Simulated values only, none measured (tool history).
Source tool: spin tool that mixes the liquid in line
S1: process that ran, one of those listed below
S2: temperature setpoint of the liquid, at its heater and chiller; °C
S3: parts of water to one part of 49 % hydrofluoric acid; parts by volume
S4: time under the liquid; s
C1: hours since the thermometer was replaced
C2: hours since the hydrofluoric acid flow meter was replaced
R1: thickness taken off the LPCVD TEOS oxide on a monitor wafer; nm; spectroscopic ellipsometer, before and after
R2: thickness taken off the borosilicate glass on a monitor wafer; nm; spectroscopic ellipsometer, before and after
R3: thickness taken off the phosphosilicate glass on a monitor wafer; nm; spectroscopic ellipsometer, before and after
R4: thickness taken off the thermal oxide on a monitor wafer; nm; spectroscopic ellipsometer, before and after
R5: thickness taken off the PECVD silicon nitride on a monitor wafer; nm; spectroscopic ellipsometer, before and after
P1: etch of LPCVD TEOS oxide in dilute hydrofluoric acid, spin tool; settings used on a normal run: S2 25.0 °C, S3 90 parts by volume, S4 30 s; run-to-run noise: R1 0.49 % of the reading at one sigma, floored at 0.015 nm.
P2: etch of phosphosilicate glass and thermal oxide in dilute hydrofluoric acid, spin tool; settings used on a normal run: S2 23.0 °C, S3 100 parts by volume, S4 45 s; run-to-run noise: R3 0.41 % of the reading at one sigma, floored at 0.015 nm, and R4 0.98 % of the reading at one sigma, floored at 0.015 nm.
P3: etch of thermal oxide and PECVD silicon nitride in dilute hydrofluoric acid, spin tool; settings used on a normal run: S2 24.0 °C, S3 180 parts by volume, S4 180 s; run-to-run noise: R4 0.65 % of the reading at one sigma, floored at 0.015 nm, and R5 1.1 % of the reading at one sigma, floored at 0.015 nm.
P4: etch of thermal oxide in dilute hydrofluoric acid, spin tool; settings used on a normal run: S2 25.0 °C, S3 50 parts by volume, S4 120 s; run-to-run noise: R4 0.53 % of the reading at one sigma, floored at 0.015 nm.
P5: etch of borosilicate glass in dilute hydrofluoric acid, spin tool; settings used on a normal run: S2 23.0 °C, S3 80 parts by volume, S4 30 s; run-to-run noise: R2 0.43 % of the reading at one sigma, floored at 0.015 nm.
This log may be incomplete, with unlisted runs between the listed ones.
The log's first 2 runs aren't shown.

{"run": 3, "hour": 37.6, "S1": "P2", "S2": 17.0, "S3": 100, "S4": 45, "C1": 829.3, "C2": 813.8, "R3": 20.541, "R4": 1.6357}
{"run": 4, "hour": 45.2, "S1": "P1", "S2": 25.0, "S3": 90, "S4": 30, "C1": 836.9, "C2": 821.4, "R1": 19.598}
{"run": 5, "hour": 59.1, "S1": "P5", "S2": 23.0, "S3": 115, "S4": 30, "C1": 850.8, "C2": 835.3, "R2": 12.009}
{"run": 6, "hour": 74.8, "S1": "P4", "S2": 25.0, "S3": 50, "S4": 70, "C1": 866.5, "C2": 851.0, "R4": 7.7972}
{"run": 7, "hour": 86.4, "S1": "P4", "S2": 31.5, "S3": 50, "S4": 120, "C1": 878.1, "C2": 862.6, "R4": 17.198}
{"run": 8, "hour": 101.0, "S1": "P3", "S2": 24.0, "S3": 250, "S4": 180, "C1": 892.7, "C2": 877.2, "R4": 2.8042, "R5": 1.5479}
{"run": 9, "hour": 115.3, "S1": "P1", "S2": 25.0, "S3": 90, "S4": 30, "C1": 907.0, "C2": 891.5, "R1": 19.638}
{"run": 10, "hour": 124.5, "S1": "P3", "S2": 24.0, "S3": 180, "S4": 180, "C1": 916.2, "C2": 900.7, "R4": 4.1878, "R5": 2.1329}
{"run": 11, "hour": 132.6, "S1": "P2", "S2": 23.0, "S3": 165, "S4": 45, "C1": 924.3, "C2": 908.8, "R3": 14.758, "R4": 1.1944}
{"run": 12, "hour": 145.9, "S1": "P1", "S2": 33.0, "S3": 55, "S4": 30, "C1": 937.6, "C2": 922.1, "R1": 46.353}
{"run": 13, "hour": 158.4, "S1": "P5", "S2": 19.0, "S3": 80, "S4": 30, "C1": 950.1, "C2": 934.6, "R2": 15.305}
{"run": 14, "hour": 171.5, "S1": "P1", "S2": 17.0, "S3": 90, "S4": 30, "C1": 963.2, "C2": 947.7, "R1": 14.225}
{"run": 15, "hour": 180.0, "S1": "P2", "S2": 23.0, "S3": 100, "S4": 20, "C1": 971.7, "C2": 956.2, "R3": 11.683, "R4": 0.95227}
{"run": 16, "hour": 194.8, "S1": "P1", "S2": 30.5, "S3": 90, "S4": 30, "C1": 986.5, "C2": 971.0, "R1": 24.295}
{"run": 17, "hour": 202.6, "S1": "P3", "S2": 24.0, "S3": 180, "S4": 300, "C1": 994.3, "C2": 978.8, "R4": 6.8976, "R5": 3.6627}
{"run": 18, "hour": 212.5, "S1": "P1", "S2": 25.0, "S3": 90, "S4": 30, "C1": 1004.2, "C2": 988.7, "R1": 19.795}
{"run": 19, "hour": 225.0, "S1": "P4", "S2": 25.0, "S3": 25, "S4": 120, "C1": 1016.7, "C2": 1001.2, "R4": 27.775}
{"run": 20, "hour": 242.2, "S1": "P1", "S2": 25.0, "S3": 90, "S4": 15, "C1": 1033.9, "C2": 1018.4, "R1": 9.7912}
{"hour": 250.3, "done": "thermometer replaced"}
{"run": 21, "hour": 251.2, "S1": "P2", "S2": 23.0, "S3": 100, "S4": 45, "C1": 0.9, "C2": 1027.4, "R3": 26.412, "R4": 2.0875}
{"run": 22, "hour": 267.5, "S1": "P3", "S2": 19.5, "S3": 180, "S4": 180, "C1": 17.2, "C2": 1043.7, "R4": 3.57, "R5": 1.6463}
{"run": 23, "hour": 276.1, "S1": "P1", "S2": 25.0, "S3": 90, "S4": 30, "C1": 25.8, "C2": 1052.3, "R1": 19.713}
{"run": 24, "hour": 289.9, "S1": "P1", "S2": 25.0, "S3": 45, "S4": 30, "C1": 39.6, "C2": 1066.1, "R1": 41.603}
{"run": 25, "hour": 305.7, "S1": "P2", "S2": 23.0, "S3": 100, "S4": 45, "C1": 55.4, "C2": 1081.9, "R3": 26.139, "R4": 2.0827}

Run 26 has not been measured yet. What should we expect?
{"run": 26, "hour": 314.2, "S1": "P1", "S2": 25.0, "S3": 90, "S4": 30, "C1": 63.9, "C2": 1090.4, "R1": "?"}

{"run 26": {"R1": 19.533}}
